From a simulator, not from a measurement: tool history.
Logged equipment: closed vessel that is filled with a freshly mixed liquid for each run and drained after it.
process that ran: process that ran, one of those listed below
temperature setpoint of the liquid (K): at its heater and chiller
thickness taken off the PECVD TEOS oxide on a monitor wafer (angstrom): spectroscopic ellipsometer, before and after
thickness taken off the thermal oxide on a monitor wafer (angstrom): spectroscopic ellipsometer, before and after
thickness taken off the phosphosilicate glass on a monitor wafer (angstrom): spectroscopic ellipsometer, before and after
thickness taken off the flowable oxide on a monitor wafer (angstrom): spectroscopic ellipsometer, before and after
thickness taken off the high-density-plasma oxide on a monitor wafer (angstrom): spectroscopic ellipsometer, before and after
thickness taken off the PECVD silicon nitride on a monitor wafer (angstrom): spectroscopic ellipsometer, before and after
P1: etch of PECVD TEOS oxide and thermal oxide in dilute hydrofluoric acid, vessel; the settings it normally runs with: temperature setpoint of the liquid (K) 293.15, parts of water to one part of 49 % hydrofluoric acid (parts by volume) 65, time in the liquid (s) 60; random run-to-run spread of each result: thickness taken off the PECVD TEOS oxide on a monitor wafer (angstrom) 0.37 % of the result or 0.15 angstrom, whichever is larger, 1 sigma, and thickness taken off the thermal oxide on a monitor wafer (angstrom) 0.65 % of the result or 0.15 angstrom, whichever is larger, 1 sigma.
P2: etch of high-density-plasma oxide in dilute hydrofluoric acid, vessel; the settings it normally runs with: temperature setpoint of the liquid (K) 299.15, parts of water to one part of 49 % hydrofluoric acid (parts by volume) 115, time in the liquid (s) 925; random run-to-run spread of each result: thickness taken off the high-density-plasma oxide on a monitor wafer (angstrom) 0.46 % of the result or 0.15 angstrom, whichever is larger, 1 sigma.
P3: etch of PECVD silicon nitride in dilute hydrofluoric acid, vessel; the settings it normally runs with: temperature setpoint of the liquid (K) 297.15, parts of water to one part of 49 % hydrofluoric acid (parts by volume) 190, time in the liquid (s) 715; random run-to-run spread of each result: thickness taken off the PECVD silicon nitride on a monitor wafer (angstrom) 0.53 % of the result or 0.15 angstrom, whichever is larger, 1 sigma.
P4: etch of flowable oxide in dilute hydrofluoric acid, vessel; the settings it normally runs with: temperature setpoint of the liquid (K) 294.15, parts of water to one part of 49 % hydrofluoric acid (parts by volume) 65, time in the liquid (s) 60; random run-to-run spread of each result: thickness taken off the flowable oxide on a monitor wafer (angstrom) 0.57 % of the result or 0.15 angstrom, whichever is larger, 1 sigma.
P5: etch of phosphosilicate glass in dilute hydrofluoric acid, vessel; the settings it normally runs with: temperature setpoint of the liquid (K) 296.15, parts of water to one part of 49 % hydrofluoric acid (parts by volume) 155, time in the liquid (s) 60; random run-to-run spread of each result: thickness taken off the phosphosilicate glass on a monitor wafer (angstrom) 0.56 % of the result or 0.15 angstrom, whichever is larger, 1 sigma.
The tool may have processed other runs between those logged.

run	hour	process that ran	temperature setpoint of the liquid (K)	parts of water to one part of 49 % hydrofluoric acid (parts by volume)	time in the liquid (s)	thickness taken off the PECVD TEOS oxide on a monitor wafer (angstrom)	thickness taken off the thermal oxide on a monitor wafer (angstrom)	thickness taken off the phosphosilicate glass on a monitor wafer (angstrom)	thickness taken off the flowable oxide on a monitor wafer (angstrom)	thickness taken off the high-density-plasma oxide on a monitor wafer (angstrom)	thickness taken off the PECVD silicon nitride on a monitor wafer (angstrom)
1	8.4	P1	293.15	65	60	111.58	39.779				
2	18.1	P1	293.15	65	60	110.74	39.56				
3	26.4	P1	293.15	65	30	55.92	19.579				
4	37.5	P1	298.15	65	35	80.269	28.224				
5	43.6	P5	290.15	155	60			421.63			
6	51.7	P4	294.15	65	100				321.56		
7	62.7	P2	307.15	115	925					575.22	
8	68.6	P1	293.15	65	60	111.28	39.617				
9	77.9	P3	297.15	60	715						296.76
10	88.5	P3	297.15	190	715						94.793
11	94.2	P1	293.15	100	60	70.257	24.709				
12	104.1	P5	296.15	155	110			984.68			
13	114.4	P3	290.15	190	715						59.6
14	119.8	P4	294.15	65	60				193.25		
15	126.7	P2	299.15	115	220					101.23	
16	134	P2	299.15	25	925					2216	
17	139.8	P1	299.65	65	60	145.58	52.115				
18	147.1	P1	290.15	65	60	98.024	35.074				
19	155.8	P1	293.15	65	60	112.4	39.396				
# hour 156.6: hydrofluoric acid flow meter replaced
20	164.6	P4	294.15	110	60				107.52		
21	174.5	P1	293.15	65	95	176.44	63.261				
22	182	P4	290.15	65	60				164.05		
23	187.2	P1	293.15	40	60	185.78	66.608				
24	192	P3	297.15	190	1160						155
25	197.2	P2	299.15	115	925					427.43	
26	205.6	P5	296.15	70	60			1315.5			
27	211	P5	296.15	155	60			530.89			
28	219.1	P1	293.15	65	60	111.58	39.278				
29	227.3	P1	293.15	65	60	111.61	39.728				
30	236.8	P1	293.15	100	100	115.54	41.633				
31	245.8	P1	293.15	65	60	111.98	39.906				
32	251.7	P1	293.15	65	60	109.64	39.444				
33	262.2	P1	293.15	65	60	107.53	38.239				
34	267.9	P1	293.15	65	60	106.92	38.051				
35	278.4	P1	293.15	65	60	105.65	38.122				
36	288.1	P1	293.15	65	60	105.75	37.594				
37	295.9	P1	293.15	65	60	105.71	37.603				
38	301.7	P1	293.15	65	60	105.67	37.479				
39	309.1	P1	293.15	65	60	106.1	37.439				

What P1 gives has crept away from where it was. These 2 causes fit the log equally well, each at the size given:
A: hydrofluoric acid flow below the setpoint (%) = 5.3
B: liquid colder than its thermometer reads (K) = 1.39
At approximately hour 245.8, the process output began to creep.

Below are 4 check runs, each on a single wafer, with their results shown as question marks. Which of them would tell the listed causes apart, meaning the causes would give clearly different results under it?
check 1	316.5	P5	292.65	100	60			?			
check 2	316.5	P4	294.15	105	95				?		
check 3	316.5	P2	307.15	75	925					?	
check 4	316.5	P3	292.15	135	715						?

What every check run would give for each of its results, assuming each possible cause in turn:
check	result	if A	if B
check 1	thickness taken off the phosphosilicate glass on a monitor wafer (angstrom)	718.82	720.94
check 2	thickness taken off the flowable oxide on a monitor wafer (angstrom)	170.12	170.87
check 3	thickness taken off the high-density-plasma oxide on a monitor wafer (angstrom)	879.96	888.35
check 4	thickness taken off the PECVD silicon nitride on a monitor wafer (angstrom)	90.57	86.861
Gap, in per cent, between the two causes that each check separates least, read from the result that separates them most: check 1 0.29 %; check 2 0.44 %; check 3 0.95 %; check 4 4.18 %
The causes can be told apart only by check 4. The other checks would give nearly the same results under each of them.

Check 4 was carried out, with these results: thickness taken off the PECVD silicon nitride on a monitor wafer (angstrom) 85.879. Which of the listed causes is responsible?

B is the cause: liquid colder than its thermometer reads (K).
